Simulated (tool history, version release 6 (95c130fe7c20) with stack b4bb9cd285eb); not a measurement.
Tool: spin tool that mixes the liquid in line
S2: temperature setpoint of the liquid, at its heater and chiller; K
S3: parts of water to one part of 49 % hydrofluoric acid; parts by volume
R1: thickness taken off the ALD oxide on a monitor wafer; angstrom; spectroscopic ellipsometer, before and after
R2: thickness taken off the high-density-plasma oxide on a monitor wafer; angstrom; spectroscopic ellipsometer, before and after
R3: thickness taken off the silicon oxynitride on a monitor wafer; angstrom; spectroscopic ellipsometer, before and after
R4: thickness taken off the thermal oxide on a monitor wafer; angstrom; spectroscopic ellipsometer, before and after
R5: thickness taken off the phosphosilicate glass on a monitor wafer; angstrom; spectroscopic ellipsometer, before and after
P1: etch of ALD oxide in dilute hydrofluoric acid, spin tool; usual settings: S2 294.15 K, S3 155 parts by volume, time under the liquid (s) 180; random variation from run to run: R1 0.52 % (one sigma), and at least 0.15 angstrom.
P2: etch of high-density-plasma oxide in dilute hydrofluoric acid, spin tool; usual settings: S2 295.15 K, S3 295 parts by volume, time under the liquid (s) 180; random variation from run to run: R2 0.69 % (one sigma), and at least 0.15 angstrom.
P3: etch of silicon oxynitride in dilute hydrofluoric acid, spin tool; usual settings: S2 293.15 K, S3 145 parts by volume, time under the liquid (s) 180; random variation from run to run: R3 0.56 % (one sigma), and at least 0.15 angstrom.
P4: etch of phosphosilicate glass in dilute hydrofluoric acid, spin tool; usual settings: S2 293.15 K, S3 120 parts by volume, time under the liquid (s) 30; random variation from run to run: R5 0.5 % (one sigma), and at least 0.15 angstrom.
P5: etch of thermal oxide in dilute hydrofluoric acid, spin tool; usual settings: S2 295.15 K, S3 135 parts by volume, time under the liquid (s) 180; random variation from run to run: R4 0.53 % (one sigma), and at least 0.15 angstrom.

run 1 hour=9.8 | process_that_ran=P1 S2=294.15 S3=155 time_under_the_liquid_(s)=180 | R1=302.12
run 2 hour=20.1 | process_that_ran=P1 S2=290.15 S3=155 time_under_the_liquid_(s)=280 | R1=401.09
run 3 hour=30 | process_that_ran=P1 S2=294.15 S3=215 time_under_the_liquid_(s)=180 | R1=203.92
run 4 hour=38.9 | process_that_ran=P2 S2=295.15 S3=295 time_under_the_liquid_(s)=180 | R2=31.919
run 5 hour=50.7 | process_that_ran=P1 S2=294.15 S3=155 time_under_the_liquid_(s)=180 | R1=304.18
run 6 hour=62.2 | process_that_ran=P3 S2=293.15 S3=145 time_under_the_liquid_(s)=360 | R3=72.88
-- hour=67.9 hydrofluoric acid flow meter replaced
-- hour=71.2 thermometer replaced
run 7 hour=73.8 | process_that_ran=P5 S2=295.15 S3=250 time_under_the_liquid_(s)=180 | R4=28.705
run 8 hour=83.6 | process_that_ran=P1 S2=294.15 S3=250 time_under_the_liquid_(s)=90 | R1=86.098
run 9 hour=89.9 | process_that_ran=P4 S2=293.15 S3=120 time_under_the_liquid_(s)=30 | R5=302
run 10 hour=99.5 | process_that_ran=P3 S2=293.15 S3=145 time_under_the_liquid_(s)=180 | R3=36.748
run 11 hour=110 | process_that_ran=P5 S2=295.15 S3=135 time_under_the_liquid_(s)=15 | R4=4.9202
run 12 hour=121.3 | process_that_ran=P2 S2=295.15 S3=115 time_under_the_liquid_(s)=180 | R2=97.687
run 13 hour=128.2 | process_that_ran=P4 S2=290.15 S3=120 time_under_the_liquid_(s)=30 | R5=269.03
run 14 hour=140 | process_that_ran=P1 S2=294.15 S3=155 time_under_the_liquid_(s)=180 | R1=304.75
run 15 hour=151.8 | process_that_ran=P1 S2=294.15 S3=155 time_under_the_liquid_(s)=180 | R1=301.41
run 16 hour=157.5 | process_that_ran=P4 S2=293.15 S3=120 time_under_the_liquid_(s)=15 | R5=150.71
run 17 hour=164.6 | process_that_ran=P1 S2=302.15 S3=155 time_under_the_liquid_(s)=180 | R1=409.17
run 18 hour=174.6 | process_that_ran=P2 S2=295.15 S3=295 time_under_the_liquid_(s)=15 | R2=2.48
run 19 hour=184.8 | process_that_ran=P3 S2=293.15 S3=40 time_under_the_liquid_(s)=180 | R3=143.76
run 20 hour=191.5 | process_that_ran=P4 S2=293.15 S3=220 time_under_the_liquid_(s)=30 | R5=148.86
run 21 hour=201.3 | process_that_ran=P5 S2=290.65 S3=135 time_under_the_liquid_(s)=180 | R4=50.621
run 22 hour=207.9 | process_that_ran=P5 S2=295.15 S3=135 time_under_the_liquid_(s)=180 | R4=60.198
run 23 hour=216.3 | process_that_ran=P2 S2=290.15 S3=295 time_under_the_liquid_(s)=180 | R2=26.7
run 24 hour=227.5 | process_that_ran=P3 S2=290.15 S3=145 time_under_the_liquid_(s)=180 | R3=32.123
run 25 hour=235.8 | process_that_ran=P1 S2=294.15 S3=60 time_under_the_liquid_(s)=180 | R1=872.62
run 26 hour=244.5 | process_that_ran=P1 S2=294.15 S3=155 time_under_the_liquid_(s)=90 | R1=151.34
run 27 hour=256.7 | process_that_ran=P1 S2=290.15 S3=155 time_under_the_liquid_(s)=180 | R1=258.47
run 28 hour=268.1 | process_that_ran=P1 S2=294.15 S3=155 time_under_the_liquid_(s)=280 | R1=471.04
run 29 hour=277.4 | process_that_ran=P2 S2=295.15 S3=295 time_under_the_liquid_(s)=180 | R2=31.842
run 30 hour=284.1 | process_that_ran=P1 S2=294.15 S3=155 time_under_the_liquid_(s)=180 | R1=302.95
run 31 hour=295.2 | process_that_ran=P1 S2=294.15 S3=155 time_under_the_liquid_(s)=180 | R1=302.32
run 32 hour=307.1 | process_that_ran=P1 S2=294.15 S3=155 time_under_the_liquid_(s)=180 | R1=319.69
run 33 hour=314 | process_that_ran=P1 S2=294.15 S3=155 time_under_the_liquid_(s)=180 | R1=326.95
run 34 hour=319.6 | process_that_ran=P1 S2=294.15 S3=155 time_under_the_liquid_(s)=180 | R1=325.67
run 35 hour=330.7 | process_that_ran=P1 S2=294.15 S3=155 time_under_the_liquid_(s)=180 | R1=331.49
run 36 hour=341.2 | process_that_ran=P1 S2=294.15 S3=155 time_under_the_liquid_(s)=180 | R1=329.73
run 37 hour=347.6 | process_that_ran=P1 S2=294.15 S3=155 time_under_the_liquid_(s)=180 | R1=329.96
run 38 hour=359.4 | process_that_ran=P1 S2=294.15 S3=155 time_under_the_liquid_(s)=180 | R1=335.1

What P1 gives has crept away from where it was. These 2 causes fit the log equally well, each at the size given:
A: liquid hotter than its thermometer reads (K) = 2.43
B: hydrofluoric acid flow above the setpoint (%) = 8.46
The creep began at about hour 295.2.

4 check runs are offered, each on 2 wafers whose results are averaged, their results left as question marks. Which one tells the causes apart?
run check 1 hour=371.2 | process_that_ran=P2 S2=290.15 S3=295 time_under_the_liquid_(s)=180 | R2=?
run check 2 hour=371.2 | process_that_ran=P3 S2=290.15 S3=50 time_under_the_liquid_(s)=180 | R3=?
run check 3 hour=371.2 | process_that_ran=P4 S2=290.15 S3=205 time_under_the_liquid_(s)=30 | R5=?
run check 4 hour=371.2 | process_that_ran=P5 S2=295.15 S3=245 time_under_the_liquid_(s)=180 | R4=?

What each check would give under each cause:
check=check_1 result=R2 if_A=29.067 if_B=29.352
check=check_2 result=R3 if_A=110.59 if_B=106.2
check=check_3 result=R5 if_A=159.24 if_B=159.32
check=check_4 result=R4 if_A=32.368 if_B=32.761
How far apart the two closest causes lie, in the result that separates them most: check 1 0.98 %; check 2 4.04 %; check 3 0.05 %; check 4 1.21 %
Check 2 tells the causes apart: in the others they would give nearly the same result.

Then check 2 was run and gave: R3 110.16 angstrom. Which cause is it?

It is A: liquid hotter than its thermometer reads (K).

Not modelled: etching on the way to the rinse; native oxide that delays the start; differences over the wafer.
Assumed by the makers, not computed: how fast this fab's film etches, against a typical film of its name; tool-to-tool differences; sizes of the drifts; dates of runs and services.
